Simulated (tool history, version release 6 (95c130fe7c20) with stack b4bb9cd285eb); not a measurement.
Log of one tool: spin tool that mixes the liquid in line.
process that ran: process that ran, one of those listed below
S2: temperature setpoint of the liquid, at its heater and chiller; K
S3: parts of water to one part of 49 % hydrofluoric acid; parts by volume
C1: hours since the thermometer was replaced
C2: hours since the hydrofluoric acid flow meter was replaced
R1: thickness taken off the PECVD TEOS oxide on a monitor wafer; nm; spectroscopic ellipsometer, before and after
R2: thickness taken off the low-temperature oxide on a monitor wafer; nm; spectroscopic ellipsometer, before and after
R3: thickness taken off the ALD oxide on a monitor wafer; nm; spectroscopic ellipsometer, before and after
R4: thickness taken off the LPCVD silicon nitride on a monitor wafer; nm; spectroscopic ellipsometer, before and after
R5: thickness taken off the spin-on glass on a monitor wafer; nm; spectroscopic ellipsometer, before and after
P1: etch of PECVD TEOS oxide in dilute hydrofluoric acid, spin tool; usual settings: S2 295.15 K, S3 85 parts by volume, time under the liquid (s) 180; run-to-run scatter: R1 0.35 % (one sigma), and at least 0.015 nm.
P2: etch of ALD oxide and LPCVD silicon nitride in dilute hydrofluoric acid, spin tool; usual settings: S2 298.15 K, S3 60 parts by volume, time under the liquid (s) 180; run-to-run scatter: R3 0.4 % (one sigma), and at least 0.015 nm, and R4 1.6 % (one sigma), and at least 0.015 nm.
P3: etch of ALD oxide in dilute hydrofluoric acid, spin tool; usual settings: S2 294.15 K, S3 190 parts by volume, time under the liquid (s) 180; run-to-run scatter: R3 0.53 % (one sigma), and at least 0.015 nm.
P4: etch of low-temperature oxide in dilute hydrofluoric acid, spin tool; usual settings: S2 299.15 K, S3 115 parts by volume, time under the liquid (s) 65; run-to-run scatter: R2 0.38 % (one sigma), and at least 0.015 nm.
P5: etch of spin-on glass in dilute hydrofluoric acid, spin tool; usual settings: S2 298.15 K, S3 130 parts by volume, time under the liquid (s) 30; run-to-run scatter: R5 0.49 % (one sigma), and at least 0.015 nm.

{"run": 1, "hour": 13.9, "process that ran": "P1", "S2": 295.15, "S3": 85, "time under the liquid (s)": 180, "C1": 415.3, "C2": 237.7, "R1": 37.55}
{"run": 2, "hour": 30.6, "process that ran": "P4", "S2": 299.15, "S3": 115, "time under the liquid (s)": 65, "C1": 432.0, "C2": 254.4, "R2": 6.5418}
{"run": 3, "hour": 42.5, "process that ran": "P1", "S2": 295.15, "S3": 85, "time under the liquid (s)": 330, "C1": 443.9, "C2": 266.3, "R1": 68.299}
{"run": 4, "hour": 58.0, "process that ran": "P2", "S2": 298.15, "S3": 60, "time under the liquid (s)": 180, "C1": 459.4, "C2": 281.8, "R3": 47.928, "R4": 1.4399}
{"run": 5, "hour": 70.7, "process that ran": "P1", "S2": 300.65, "S3": 85, "time under the liquid (s)": 180, "C1": 472.1, "C2": 294.5, "R1": 46.577}
{"run": 6, "hour": 87.8, "process that ran": "P1", "S2": 295.15, "S3": 85, "time under the liquid (s)": 180, "C1": 489.2, "C2": 311.6, "R1": 37.579}
{"run": 7, "hour": 97.6, "process that ran": "P2", "S2": 298.15, "S3": 60, "time under the liquid (s)": 345, "C1": 499.0, "C2": 321.4, "R3": 91.977, "R4": 2.7987}
{"run": 8, "hour": 115.6, "process that ran": "P5", "S2": 298.15, "S3": 130, "time under the liquid (s)": 30, "C1": 517.0, "C2": 339.4, "R5": 5.1359}
{"run": 9, "hour": 124.0, "process that ran": "P4", "S2": 299.15, "S3": 25, "time under the liquid (s)": 65, "C1": 525.4, "C2": 347.8, "R2": 34.035}
{"run": 10, "hour": 136.3, "process that ran": "P1", "S2": 290.15, "S3": 85, "time under the liquid (s)": 180, "C1": 537.7, "C2": 360.1, "R1": 30.555}
{"run": 11, "hour": 147.7, "process that ran": "P3", "S2": 294.15, "S3": 190, "time under the liquid (s)": 180, "C1": 549.1, "C2": 371.5, "R3": 18.132}
{"run": 12, "hour": 158.6, "process that ran": "P2", "S2": 298.15, "S3": 95, "time under the liquid (s)": 180, "C1": 560.0, "C2": 382.4, "R3": 28.793, "R4": 0.92918}
{"run": 13, "hour": 175.8, "process that ran": "P5", "S2": 298.15, "S3": 130, "time under the liquid (s)": 55, "C1": 577.2, "C2": 399.6, "R5": 9.4846}
{"run": 14, "hour": 192.5, "process that ran": "P3", "S2": 299.15, "S3": 190, "time under the liquid (s)": 180, "C1": 593.9, "C2": 416.3, "R3": 21.774}
{"run": 15, "hour": 209.8, "process that ran": "P1", "S2": 295.15, "S3": 85, "time under the liquid (s)": 100, "C1": 611.2, "C2": 433.6, "R1": 20.755}
{"run": 16, "hour": 221.9, "process that ran": "P1", "S2": 295.15, "S3": 85, "time under the liquid (s)": 180, "C1": 623.3, "C2": 445.7, "R1": 37.44}
{"run": 17, "hour": 234.9, "process that ran": "P5", "S2": 291.15, "S3": 130, "time under the liquid (s)": 30, "C1": 636.3, "C2": 458.7, "R5": 3.9169}
{"run": 18, "hour": 245.1, "process that ran": "P1", "S2": 295.15, "S3": 85, "time under the liquid (s)": 180, "C1": 646.5, "C2": 468.9, "R1": 37.226}
{"run": 19, "hour": 259.3, "process that ran": "P5", "S2": 298.15, "S3": 80, "time under the liquid (s)": 30, "C1": 660.7, "C2": 483.1, "R5": 8.8584}
{"run": 20, "hour": 273.1, "process that ran": "P3", "S2": 294.15, "S3": 190, "time under the liquid (s)": 365, "C1": 674.5, "C2": 496.9, "R3": 36.837}
{"run": 21, "hour": 283.5, "process that ran": "P4", "S2": 294.65, "S3": 115, "time under the liquid (s)": 65, "C1": 684.9, "C2": 507.3, "R2": 5.4733}
{"run": 22, "hour": 301.7, "process that ran": "P4", "S2": 299.15, "S3": 115, "time under the liquid (s)": 110, "C1": 703.1, "C2": 525.5, "R2": 11.052}
{"run": 23, "hour": 311.8, "process that ran": "P1", "S2": 295.15, "S3": 85, "time under the liquid (s)": 180, "C1": 713.2, "C2": 535.6, "R1": 37.629}
{"run": 24, "hour": 328.0, "process that ran": "P2", "S2": 294.15, "S3": 60, "time under the liquid (s)": 180, "C1": 729.4, "C2": 551.8, "R3": 40.57, "R4": 1.0903}
{"run": 25, "hour": 344.4, "process that ran": "P1", "S2": 295.15, "S3": 120, "time under the liquid (s)": 180, "C1": 745.8, "C2": 568.2, "R1": 25.659}
{"run": 26, "hour": 356.3, "process that ran": "P1", "S2": 295.15, "S3": 25, "time under the liquid (s)": 180, "C1": 757.7, "C2": 580.1, "R1": 136.59}
{"run": 27, "hour": 365.7, "process that ran": "P3", "S2": 294.15, "S3": 80, "time under the liquid (s)": 180, "C1": 767.1, "C2": 589.5, "R3": 48.541}
{"run": 28, "hour": 374.1, "process that ran": "P1", "S2": 301.65, "S3": 85, "time under the liquid (s)": 320, "C1": 775.5, "C2": 597.9, "R1": 85.765}
{"run": 29, "hour": 386.5, "process that ran": "P1", "S2": 295.15, "S3": 85, "time under the liquid (s)": 180, "C1": 787.9, "C2": 610.3, "R1": 37.573}
{"run": 30, "hour": 396.8, "process that ran": "P1", "S2": 295.15, "S3": 85, "time under the liquid (s)": 180, "C1": 798.2, "C2": 620.6, "R1": 38.643}
{"run": 31, "hour": 405.9, "process that ran": "P1", "S2": 295.15, "S3": 85, "time under the liquid (s)": 180, "C1": 807.3, "C2": 629.7, "R1": 39.043}
{"run": 32, "hour": 419.9, "process that ran": "P1", "S2": 295.15, "S3": 85, "time under the liquid (s)": 180, "C1": 821.3, "C2": 643.7, "R1": 39.864}
{"run": 33, "hour": 429.7, "process that ran": "P1", "S2": 295.15, "S3": 85, "time under the liquid (s)": 180, "C1": 831.1, "C2": 653.5, "R1": 39.933}
{"run": 34, "hour": 448.3, "process that ran": "P1", "S2": 295.15, "S3": 85, "time under the liquid (s)": 180, "C1": 849.7, "C2": 672.1, "R1": 40.262}
{"run": 35, "hour": 460.5, "process that ran": "P1", "S2": 295.15, "S3": 85, "time under the liquid (s)": 180, "C1": 861.9, "C2": 684.3, "R1": 40.154}
{"run": 36, "hour": 473.8, "process that ran": "P1", "S2": 295.15, "S3": 85, "time under the liquid (s)": 180, "C1": 875.2, "C2": 697.6, "R1": 40.482}
{"run": 37, "hour": 483.5, "process that ran": "P1", "S2": 295.15, "S3": 85, "time under the liquid (s)": 180, "C1": 884.9, "C2": 707.3, "R1": 40.363}

What P1 gives has crept away from where it was. These 2 causes fit the log equally well, each at the size given:
A: liquid hotter than its thermometer reads (K) = 1.86
B: hydrofluoric acid flow above the setpoint (%) = 7.09
The creep began at about hour 386.5.

4 check runs are offered, each on 5 wafers whose results are averaged, their results left as question marks. Which one tells the causes apart?
{"run": "check 1", "hour": 493.2, "process that ran": "P4", "S2": 299.15, "S3": 55, "time under the liquid (s)": 100, "R2": "?"}
{"run": "check 2", "hour": 493.2, "process that ran": "P3", "S2": 294.15, "S3": 90, "time under the liquid (s)": 310, "R3": "?"}
{"run": "check 3", "hour": 493.2, "process that ran": "P2", "S2": 298.15, "S3": 60, "time under the liquid (s)": 270, "R3": "?", "R4": "?"}
{"run": "check 4", "hour": 493.2, "process that ran": "P5", "S2": 295.15, "S3": 130, "time under the liquid (s)": 50, "R5": "?"}

What each check would give under each cause:
check=check_1 result=R2 if_A=24.5590 if_B=24.5360
check=check_2 result=R3 if_A=79.240 if_B=79.229
check=check_3 result=R3 if_A=77.324 if_B=77.249
check=check_3 result=R4 if_A=2.45210 if_B=2.31920
check=check_4 result=R5 if_A=8.2152 if_B=8.2594
How far apart the two closest causes lie, in the result that separates them most: check 1 0.09 %; check 2 0.01 %; check 3 5.57 %; check 4 0.54 %
Only check 3 tells the causes apart: in the others they would give nearly the same result.

Then check 3 was run and gave: R3 77.026 nm; R4 2.34170 nm. Which cause is it?

It is B: hydrofluoric acid flow above the setpoint (%).
